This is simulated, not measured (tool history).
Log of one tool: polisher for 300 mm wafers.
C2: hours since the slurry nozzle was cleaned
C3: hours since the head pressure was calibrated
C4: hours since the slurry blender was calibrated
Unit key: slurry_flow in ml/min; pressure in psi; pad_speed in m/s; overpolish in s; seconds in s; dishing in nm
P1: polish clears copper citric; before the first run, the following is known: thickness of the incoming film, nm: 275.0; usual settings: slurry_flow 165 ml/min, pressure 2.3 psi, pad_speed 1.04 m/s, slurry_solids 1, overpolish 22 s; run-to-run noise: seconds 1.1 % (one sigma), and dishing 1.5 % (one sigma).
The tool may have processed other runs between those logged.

run 1 hour=11.8 | slurry_flow=165 pressure=2.3 pad_speed=1.04 slurry_solids=1 overpolish=22 | wafers_polished_on_this_pad=244 C2=227.8 C3=177.1 C4=170.2 | seconds=140.13 dishing=27.6
run 2 hour=19.1 | slurry_flow=165 pressure=2.3 pad_speed=1.04 slurry_solids=1 overpolish=22 | wafers_polished_on_this_pad=278 C2=235.1 C3=184.4 C4=177.5 | seconds=137.21 dishing=26.895
run 3 hour=29.2 | slurry_flow=250 pressure=2.3 pad_speed=1.04 slurry_solids=1 overpolish=22 | wafers_polished_on_this_pad=326 C2=245.2 C3=194.5 C4=187.6 | seconds=129.45 dishing=28.343
run 4 hour=41.3 | slurry_flow=165 pressure=2.3 pad_speed=1.04 slurry_solids=1 overpolish=9 | wafers_polished_on_this_pad=383 C2=257.3 C3=206.6 C4=199.7 | seconds=137.8 dishing=12.746
run 5 hour=51.2 | slurry_flow=165 pressure=1.6 pad_speed=1.04 slurry_solids=0.55 overpolish=22 | wafers_polished_on_this_pad=429 C2=267.2 C3=216.5 C4=209.6 | seconds=222.66 dishing=18.291
run 6 hour=56.9 | slurry_flow=165 pressure=2.3 pad_speed=1.04 slurry_solids=1 overpolish=32 | wafers_polished_on_this_pad=456 C2=272.9 C3=222.2 C4=215.3 | seconds=134.74 dishing=36.083
run 7 hour=63.7 | slurry_flow=165 pressure=1.7 pad_speed=1.04 slurry_solids=1 overpolish=22 | wafers_polished_on_this_pad=488 C2=279.7 C3=229 C4=222.1 | seconds=181.38 dishing=21.228
run 8 hour=71.2 | slurry_flow=165 pressure=2.3 pad_speed=1.04 slurry_solids=1 overpolish=22 | wafers_polished_on_this_pad=524 C2=287.2 C3=236.5 C4=229.6 | seconds=138.57 dishing=27.316
run 9 hour=78 | slurry_flow=235 pressure=3.2 pad_speed=1.04 slurry_solids=1 overpolish=22 | wafers_polished_on_this_pad=556 C2=294 C3=243.3 C4=236.4 | seconds=97.603 dishing=36.724
run 10 hour=89.1 | slurry_flow=165 pressure=2.3 pad_speed=1.04 slurry_solids=1.5 overpolish=22 | wafers_polished_on_this_pad=608 C2=305.1 C3=254.4 C4=247.5 | seconds=126.03 dishing=29.177
run 11 hour=97.5 | slurry_flow=225 pressure=1.6 pad_speed=1.04 slurry_solids=1 overpolish=22 | wafers_polished_on_this_pad=647 C2=313.5 C3=262.8 C4=255.9 | seconds=190.24 dishing=20.651
run 12 hour=107.6 | slurry_flow=100 pressure=2.3 pad_speed=1.04 slurry_solids=1 overpolish=22 | wafers_polished_on_this_pad=695 C2=323.6 C3=272.9 C4=266 | seconds=153.6 dishing=25.022
run 13 hour=116.9 | slurry_flow=165 pressure=2.3 pad_speed=1.04 slurry_solids=1 overpolish=22 | wafers_polished_on_this_pad=739 C2=332.9 C3=282.2 C4=275.3 | seconds=136.98 dishing=27.466
run 14 hour=124.2 | slurry_flow=165 pressure=2.3 pad_speed=0.6 slurry_solids=1 overpolish=22 | wafers_polished_on_this_pad=773 C2=340.2 C3=289.5 C4=282.6 | seconds=236.1 dishing=17.629
run 15 hour=130.1 | slurry_flow=165 pressure=2.3 pad_speed=1.04 slurry_solids=0.5 overpolish=22 | wafers_polished_on_this_pad=801 C2=346.1 C3=295.4 C4=288.5 | seconds=160.11 dishing=24.123
run 16 hour=139.4 | slurry_flow=165 pressure=3.6 pad_speed=1.04 slurry_solids=1 overpolish=22 | wafers_polished_on_this_pad=845 C2=355.4 C3=304.7 C4=297.8 | seconds=90.858 dishing=39.664
run 17 hour=147.5 | slurry_flow=165 pressure=2.3 pad_speed=1.34 slurry_solids=1 overpolish=22 | wafers_polished_on_this_pad=883 C2=363.5 C3=312.8 C4=305.9 | seconds=108.49 dishing=32.492
run 18 hour=159.6 | slurry_flow=165 pressure=2.3 pad_speed=1.04 slurry_solids=1 overpolish=22 | wafers_polished_on_this_pad=940 C2=375.6 C3=324.9 C4=318 | seconds=139.77 dishing=27.342
run 19 hour=170.7 | slurry_flow=165 pressure=2.3 pad_speed=1.04 slurry_solids=1 overpolish=22 | wafers_polished_on_this_pad=992 C2=386.7 C3=336 C4=329.1 | seconds=145.46 dishing=26.171
run 20 hour=176.6 | slurry_flow=165 pressure=2.3 pad_speed=1.04 slurry_solids=1 overpolish=22 | wafers_polished_on_this_pad=1020 C2=392.6 C3=341.9 C4=335 | seconds=146.61 dishing=26.283
run 21 hour=188.1 | slurry_flow=165 pressure=2.3 pad_speed=1.04 slurry_solids=1 overpolish=22 | wafers_polished_on_this_pad=1074 C2=404.1 C3=353.4 C4=346.5 | seconds=149.76 dishing=25.361
-- hour=194.6 slurry blender recalibrated
run 22 hour=199.3 | slurry_flow=165 pressure=2.3 pad_speed=1.04 slurry_solids=1 overpolish=22 | wafers_polished_on_this_pad=1127 C2=415.3 C3=364.6 C4=4.8 | seconds=151.86 dishing=25.476
run 23 hour=206.8 | slurry_flow=165 pressure=2.3 pad_speed=1.04 slurry_solids=1 overpolish=22 | wafers_polished_on_this_pad=1162 C2=422.8 C3=372.1 C4=12.3 | seconds=151.17 dishing=25.255
-- hour=209.1 head pressure recalibrated
run 24 hour=217.8 | slurry_flow=165 pressure=2.3 pad_speed=1.04 slurry_solids=1 overpolish=22 | wafers_polished_on_this_pad=1214 C2=433.8 C3=8.7 C4=23.3 | seconds=154.66 dishing=25.247
run 25 hour=223.3 | slurry_flow=165 pressure=2.3 pad_speed=1.04 slurry_solids=1 overpolish=22 | wafers_polished_on_this_pad=1240 C2=439.3 C3=14.2 C4=28.8 | seconds=151.87 dishing=25.382
run 26 hour=234.7 | slurry_flow=165 pressure=2.3 pad_speed=1.04 slurry_solids=1 overpolish=22 | wafers_polished_on_this_pad=1293 C2=450.7 C3=25.6 C4=40.2 | seconds=152.7 dishing=25.003

The log shows P1 creeping away from where it was. Any of the 2 causes listed here, at the size stated for it, fits the log just as well as the others:
A: removal rate lost through wear of the pad, % = 9.56
B: slurry flow missing at the pad, % = 39.4
Onset of the creep was near hour 159.6.
Excluded causes, each with its reason:
head's pressure below its setpoint, %: was serviced at hour 209.1, once the creep was under way, yet the earlier output never came back
abrasive missing from the slurry, %: was serviced at hour 194.6, once the creep was under way, yet the earlier output never came back

You are offered 4 check runs, listed below with question marks in place of their results; each one averages 3 wafers. Which run separates the listed causes by giving clearly different results for each?
run check 1 hour=246.1 | slurry_flow=165 pressure=2.3 pad_speed=0.8 slurry_solids=1 overpolish=22 | seconds=? dishing=?
run check 2 hour=246.1 | slurry_flow=100 pressure=1.8 pad_speed=1.04 slurry_solids=1 overpolish=22 | seconds=? dishing=?
run check 3 hour=246.1 | slurry_flow=165 pressure=2.3 pad_speed=1.04 slurry_solids=0.7 overpolish=22 | seconds=? dishing=?
run check 4 hour=246.1 | slurry_flow=165 pressure=2.8 pad_speed=1.04 slurry_solids=1.4 overpolish=22 | seconds=? dishing=?

Expected result of each check under each candidate cause:
check=check_1 result=seconds if_A=198.08 if_B=198.08
check=check_1 result=dishing if_A=20.553 if_B=20.553
check=check_2 result=seconds if_A=215.41 if_B=227.7
check=check_2 result=dishing if_A=18.896 if_B=18.034
check=check_3 result=seconds if_A=165.68 if_B=165.68
check=check_3 result=dishing if_A=23.777 if_B=23.777
check=check_4 result=seconds if_A=117.97 if_B=117.97
check=check_4 result=dishing if_A=31.373 if_B=31.374
Minimum pairwise separation of causes per check, each pair taken at its best-separating result: check 1 0 %; check 2 5.55 %; check 3 0 %; check 4 0 %
Of the check runs offered, only check 2 discriminates between the causes; the rest would read about the same regardless of which cause applies.

The results of check 2 are: seconds 214.65 s; dishing 18.935 nm. Based on these, which of the listed causes is it?

It was cause A: removal rate lost through wear of the pad, %.

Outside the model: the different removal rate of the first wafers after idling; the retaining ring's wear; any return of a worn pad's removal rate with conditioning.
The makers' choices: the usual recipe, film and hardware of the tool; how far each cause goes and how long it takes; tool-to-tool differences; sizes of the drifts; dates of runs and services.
